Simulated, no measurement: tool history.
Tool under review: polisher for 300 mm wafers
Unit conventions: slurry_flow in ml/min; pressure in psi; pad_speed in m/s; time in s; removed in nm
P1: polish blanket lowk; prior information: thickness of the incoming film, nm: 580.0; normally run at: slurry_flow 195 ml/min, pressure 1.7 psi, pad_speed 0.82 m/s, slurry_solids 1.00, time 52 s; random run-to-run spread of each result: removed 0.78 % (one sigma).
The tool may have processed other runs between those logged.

run     day  slurry_flow  pressure  pad_speed  slurry_solids  time  wafers polished on this pad  hours since the slurry nozzle was cleaned  hours since the head pressure was calibrated  hours since the slurry blender was calibrated  hours since the conditioning disc was replaced  removed
  1   0.300          195       1.7       0.82           1.00    52                          501                                      334.7                                         429.5                                          235.8                                           342.9  15.4310
  2   0.717          195       1.7       0.82           1.00    52                          650                                      344.7                                         439.5                                          245.8                                           352.9  15.2170
  3   1.333          310       1.7       0.82           1.00    52                          870                                      359.5                                         454.3                                          260.6                                           367.7  16.1220
  4   1.754          195       1.7       0.82           0.65    52                         1021                                      369.6                                         464.4                                          270.7                                           377.8  12.4840
  5   2.267          195       1.7       0.82           0.65    66                         1204                                      381.9                                         476.7                                          283.0                                           390.1  15.5370
  6   2.775          195       1.7       0.82           1.00    76                         1386                                      394.1                                         488.9                                          295.2                                           402.3  22.6230
  7   3.112          195       2.6       0.82           1.00    52                         1506                                      402.2                                         497.0                                          303.3                                           410.4  23.4580
  8   3.392          115       1.7       0.82           1.00    52                         1606                                      408.9                                         503.7                                          310.0                                           417.1  13.9880
  9   3.750          195       1.7       1.04           1.00    38                         1734                                      417.5                                         512.3                                          318.6                                           425.7  13.5430
 10   4.121          130       1.7       1.06           1.00    52                         1867                                      426.4                                         521.2                                          327.5                                           434.6  17.3210
 11   4.575          195       1.7       0.44           1.00    52                         2029                                      437.3                                         532.1                                          338.4                                           445.5   9.2416
 12   4.850          195       0.8       0.82           1.00    52                         2127                                      443.9                                         538.7                                          345.0                                           452.1   7.2628
 13   5.412          195       1.7       0.82           1.00    36                         2328                                      457.4                                         552.2                                          358.5                                           465.6  10.5680
 14   5.758          195       1.7       0.82           1.00    52                         2452                                      465.7                                         560.5                                          366.8                                           473.9  15.3630
 15   6.217          195       1.7       0.82           1.00    52                         2616                                      476.7                                         571.5                                          377.8                                           484.9  15.3220
 16   6.529          195       1.7       1.04           1.00    52                         2727                                      484.2                                         579.0                                          385.3                                           492.4  18.6560
 17   6.967          195       1.7       0.82           1.00    52                         2884                                      494.7                                         589.5                                          395.8                                           502.9  15.4440
 18   7.267          195       1.7       0.82           1.45    52                         2991                                      501.9                                         596.7                                          403.0                                           510.1  17.8390
 19   7.725          195       1.7       0.82           1.00    52                         3155                                      512.9                                         607.7                                          414.0                                           521.1  15.4830
 20   8.158          195       1.7       0.82           1.00    52                         3310                                      523.3                                         618.1                                          424.4                                           531.5  14.7090
 21   8.596          195       1.7       0.82           1.00    52                         3466                                      533.8                                         628.6                                          434.9                                           542.0  14.4210
      9.025  -- head pressure recalibrated
      9.054  -- slurry blender recalibrated
      9.079  -- conditioning disc replaced and pad reconditioned
 22   9.096          195       1.7       0.82           1.00    52                         3645                                      545.8                                           1.7                                            1.0                                             0.4  14.4980
 23   9.642          195       1.7       0.82           1.00    52                         3840                                      558.9                                          14.8                                           14.1                                            13.5  14.1990
 24  10.129          195       1.7       0.82           1.00    52                         4014                                      570.6                                          26.5                                           25.8                                            25.2  14.4040
 25  10.550          195       1.7       0.82           1.00    52                         4165                                      580.7                                          36.6                                           35.9                                            35.3  14.0730
 26  10.942          195       1.7       0.82           1.00    52                         4305                                      590.1                                          46.0                                           45.3                                            44.7  14.0340

The output of P1 has drifted from where it used to be. Each of the 2 causes below, taken at the size shown beside it, accounts for the log equally well:
A: removal rate lost through wear of the pad, % = 7.41
B: slurry flow missing at the pad, % = 36.6
The creep began at about day 7.725.
Each remaining cause and why it is not a fit:
head's pressure below its setpoint, %: its service at day 9.025 followed the start of the drift and did not put the process back to its old value
abrasive missing from the slurry, %: its service at day 9.054 followed the start of the drift and did not put the process back to its old value
time polished since the conditioner stopped cutting, s: its service at day 9.079 followed the start of the drift and did not put the process back to its old value

Which of the check runs below tells the causes apart, meaning the causes would give it clearly different results? Each run uses 5 wafers whose results are averaged, and each result is shown as a question mark.
check 1  11.333          305       1.7       0.82           1.00    52                                                                                                                                                                                                                             ?
check 2  11.333          195       0.8       0.82           1.00    52                                                                                                                                                                                                                             ?
check 3  11.333          195       1.7       0.82           1.20    63                                                                                                                                                                                                                             ?
check 4  11.333          195       0.8       0.82           1.00    38                                                                                                                                                                                                                             ?

Outcome of each check run for each possible cause:
  check   result     if A     if B
check 1  removed  14.9200  15.3190
check 2  removed   6.6826   6.6827
check 3  removed  18.6150  18.6150
check 4  removed   4.8834   4.8835
How far apart the two closest causes lie, in the result that separates them most: check 1 2.64 %; check 2 0 %; check 3 0 %; check 4 0 %
The other checks would show nearly matching results whichever cause is true, so check 1 is the only one that separates the causes.

Check 1 has now been run. It gave: removed 14.9430 nm. Which of the candidate causes is it?

It is A: removal rate lost through wear of the pad, %.
